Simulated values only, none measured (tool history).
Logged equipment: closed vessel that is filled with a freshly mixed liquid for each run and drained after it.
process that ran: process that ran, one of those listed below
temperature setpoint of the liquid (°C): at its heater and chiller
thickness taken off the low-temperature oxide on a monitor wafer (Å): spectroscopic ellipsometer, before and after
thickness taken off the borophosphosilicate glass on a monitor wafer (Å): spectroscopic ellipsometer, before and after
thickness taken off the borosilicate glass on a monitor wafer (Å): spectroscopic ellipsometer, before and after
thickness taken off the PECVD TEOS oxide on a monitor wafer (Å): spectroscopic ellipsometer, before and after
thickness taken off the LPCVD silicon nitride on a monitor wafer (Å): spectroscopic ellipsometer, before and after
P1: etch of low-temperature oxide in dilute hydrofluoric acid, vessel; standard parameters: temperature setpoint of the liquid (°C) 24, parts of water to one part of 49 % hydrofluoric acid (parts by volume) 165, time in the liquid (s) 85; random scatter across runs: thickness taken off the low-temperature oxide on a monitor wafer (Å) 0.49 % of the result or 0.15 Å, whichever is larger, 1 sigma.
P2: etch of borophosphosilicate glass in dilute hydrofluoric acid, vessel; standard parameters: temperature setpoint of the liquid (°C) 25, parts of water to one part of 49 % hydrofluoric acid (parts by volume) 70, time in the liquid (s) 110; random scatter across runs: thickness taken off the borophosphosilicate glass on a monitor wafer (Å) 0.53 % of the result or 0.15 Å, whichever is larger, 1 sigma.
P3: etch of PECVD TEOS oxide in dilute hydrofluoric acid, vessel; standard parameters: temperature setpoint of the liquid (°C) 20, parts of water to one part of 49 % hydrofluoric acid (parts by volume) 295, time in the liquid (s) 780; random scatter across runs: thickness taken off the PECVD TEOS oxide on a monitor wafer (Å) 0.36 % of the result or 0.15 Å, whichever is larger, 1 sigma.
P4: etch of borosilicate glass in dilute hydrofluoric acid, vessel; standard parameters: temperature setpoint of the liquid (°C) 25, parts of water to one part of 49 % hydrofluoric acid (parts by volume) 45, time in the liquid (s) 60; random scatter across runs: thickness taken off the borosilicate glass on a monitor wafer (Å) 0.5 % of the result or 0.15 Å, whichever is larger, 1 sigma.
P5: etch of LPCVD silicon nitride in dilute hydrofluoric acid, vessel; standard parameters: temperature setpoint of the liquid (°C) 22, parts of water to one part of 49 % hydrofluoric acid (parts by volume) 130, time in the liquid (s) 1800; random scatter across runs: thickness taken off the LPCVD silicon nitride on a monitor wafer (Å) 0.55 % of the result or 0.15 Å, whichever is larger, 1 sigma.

| run | hour | process that ran | temperature setpoint of the liquid (°C) | parts of water to one part of 49 % hydrofluoric acid (parts by volume) | time in the liquid (s) | hours since the thermometer was replaced | hours since the hydrofluoric acid flow meter was replaced | thickness taken off the low-temperature oxide on a monitor wafer (Å) | thickness taken off the borophosphosilicate glass on a monitor wafer (Å) | thickness taken off the borosilicate glass on a monitor wafer (Å) | thickness taken off the PECVD TEOS oxide on a monitor wafer (Å) | thickness taken off the LPCVD silicon nitride on a monitor wafer (Å) |
|---|---|---|---|---|---|---|---|---|---|---|---|---|
| 1 | 6.8 | P1 | 24 | 165 | 85 | 312.4 | 345.2 | 69.695 |  |  |  |  |
| 2 | 13 | P2 | 25 | 70 | 110 | 318.6 | 351.4 |  | 473.71 |  |  |  |
| 3 | 18.7 | P1 | 24 | 165 | 125 | 324.3 | 357.1 | 102.22 |  |  |  |  |
| 4 | 25.8 | P4 | 25 | 45 | 60 | 331.4 | 364.2 |  |  | 349.92 |  |  |
|  | 26.7 | thermometer replaced |
| 5 | 31.1 | P3 | 20 | 295 | 780 | 4.5 | 369.5 |  |  |  | 164.6 |  |
| 6 | 35.2 | P1 | 28.5 | 165 | 30 | 8.6 | 373.6 | 28.803 |  |  |  |  |
| 7 | 39.2 | P1 | 24 | 60 | 130 | 12.6 | 377.6 | 330.49 |  |  |  |  |
| 8 | 43 | P2 | 25 | 130 | 110 | 16.4 | 381.4 |  | 233.31 |  |  |  |
| 9 | 47.9 | P5 | 22 | 230 | 1800 | 21.3 | 386.3 |  |  |  |  | 39.225 |
| 10 | 52 | P4 | 25 | 45 | 30 | 25.4 | 390.4 |  |  | 174.83 |  |  |
| 11 | 56.4 | P5 | 27 | 130 | 1800 | 29.8 | 394.8 |  |  |  |  | 95.147 |
| 12 | 60.5 | P1 | 24 | 225 | 85 | 33.9 | 398.9 | 48.152 |  |  |  |  |
| 13 | 67.9 | P1 | 24 | 70 | 85 | 41.3 | 406.3 | 183.01 |  |  |  |  |
| 14 | 74.4 | P1 | 24 | 165 | 85 | 47.8 | 412.8 | 69.027 |  |  |  |  |
| 15 | 79.7 | P2 | 19 | 70 | 110 | 53.1 | 418.1 |  | 367.76 |  |  |  |
| 16 | 85.2 | P1 | 24 | 165 | 85 | 58.6 | 423.6 | 69.882 |  |  |  |  |
| 17 | 89.8 | P2 | 25 | 70 | 185 | 63.2 | 428.2 |  | 791.5 |  |  |  |
| 18 | 93.8 | P1 | 27.5 | 165 | 30 | 67.2 | 432.2 | 28.291 |  |  |  |  |
| 19 | 97.7 | P5 | 22 | 130 | 1800 | 71.1 | 436.1 |  |  |  |  | 68.029 |
| 20 | 102.7 | P3 | 20 | 295 | 100 | 76.1 | 441.1 |  |  |  | 21.312 |  |
| 21 | 108.7 | P1 | 31.5 | 165 | 85 | 82.1 | 447.1 | 92.367 |  |  |  |  |
| 22 | 115.2 | P5 | 22 | 130 | 2585 | 88.6 | 453.6 |  |  |  |  | 97.73 |
| 23 | 121.1 | P1 | 19 | 165 | 85 | 94.5 | 459.5 | 56.432 |  |  |  |  |
| 24 | 124.6 | P1 | 24 | 165 | 85 | 98 | 463 | 70.221 |  |  |  |  |
| 25 | 132.2 | P1 | 24 | 165 | 85 | 105.6 | 470.6 | 69.66 |  |  |  |  |
| 26 | 135.6 | P4 | 25 | 20 | 60 | 109 | 474 |  |  | 812.12 |  |  |
| 27 | 141.6 | P3 | 26.5 | 295 | 780 | 115 | 480 |  |  |  | 206.49 |  |
| 28 | 144.9 | P1 | 24 | 165 | 45 | 118.3 | 483.3 | 36.839 |  |  |  |  |
| 29 | 149.6 | P4 | 31 | 45 | 60 | 123 | 488 |  |  | 443.91 |  |  |
| 30 | 156.5 | P3 | 20 | 55 | 780 | 129.9 | 494.9 |  |  |  | 1125.7 |  |
| 31 | 163.5 | P4 | 25 | 45 | 60 | 136.9 | 501.9 |  |  | 348.92 |  |  |
| 32 | 168.3 | P1 | 24 | 165 | 85 | 141.7 | 506.7 | 69.187 |  |  |  |  |
| 33 | 171.8 | P1 | 24 | 165 | 85 | 145.2 | 510.2 | 70.903 |  |  |  |  |
| 34 | 177 | P1 | 24 | 165 | 85 | 150.4 | 515.4 | 71.74 |  |  |  |  |
| 35 | 184 | P1 | 24 | 165 | 85 | 157.4 | 522.4 | 72.616 |  |  |  |  |
| 36 | 189.7 | P1 | 24 | 165 | 85 | 163.1 | 528.1 | 72.681 |  |  |  |  |
| 37 | 193.7 | P1 | 24 | 165 | 85 | 167.1 | 532.1 | 73.734 |  |  |  |  |
| 38 | 200.3 | P1 | 24 | 165 | 85 | 173.7 | 538.7 | 73.818 |  |  |  |  |

Run 39 has not been measured yet. What should we expect?
| 39 | 205.5 | P1 | 24 | 165 | 85 | 178.9 | 543.9 | ? |  |  |  |  |

{"run 39": {"thickness taken off the low-temperature oxide on a monitor wafer (Å)": 74.116}}

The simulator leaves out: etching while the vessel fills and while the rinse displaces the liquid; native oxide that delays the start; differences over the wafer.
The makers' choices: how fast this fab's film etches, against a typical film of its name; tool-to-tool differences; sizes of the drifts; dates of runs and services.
